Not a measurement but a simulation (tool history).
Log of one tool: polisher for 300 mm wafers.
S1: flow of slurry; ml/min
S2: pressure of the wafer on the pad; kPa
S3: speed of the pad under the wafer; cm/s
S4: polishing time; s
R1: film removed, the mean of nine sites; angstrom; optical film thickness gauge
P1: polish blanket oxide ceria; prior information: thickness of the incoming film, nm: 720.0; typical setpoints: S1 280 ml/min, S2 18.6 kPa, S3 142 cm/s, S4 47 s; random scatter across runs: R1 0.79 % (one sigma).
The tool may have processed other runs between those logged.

run	hour	S1	S2	S3	S4	R1
1	2.9	280	18.6	142	47	2475.4
2	7	280	18.6	208	47	3626.9
3	10.9	280	18.6	142	47	2450.5
4	13.2	170	18.6	142	47	2330.5
5	16.7	280	18.6	142	47	2471
6	20.4	280	18.6	142	47	2473.5
7	25.1	170	18.6	68	47	1105.4
8	28	280	9	142	47	1190.7
9	31	410	18.6	142	64	3470.8
10	33.4	280	18.6	142	47	2501.1
11	37.1	280	18.6	142	47	2466.2
12	40.3	365	18.6	142	47	2516.4
13	42.8	280	18.6	78	47	1352.8

Expected results for the next run?
14	45.4	280	18.6	142	47	?

Run 14 yielded R1 2458.6 angstrom.

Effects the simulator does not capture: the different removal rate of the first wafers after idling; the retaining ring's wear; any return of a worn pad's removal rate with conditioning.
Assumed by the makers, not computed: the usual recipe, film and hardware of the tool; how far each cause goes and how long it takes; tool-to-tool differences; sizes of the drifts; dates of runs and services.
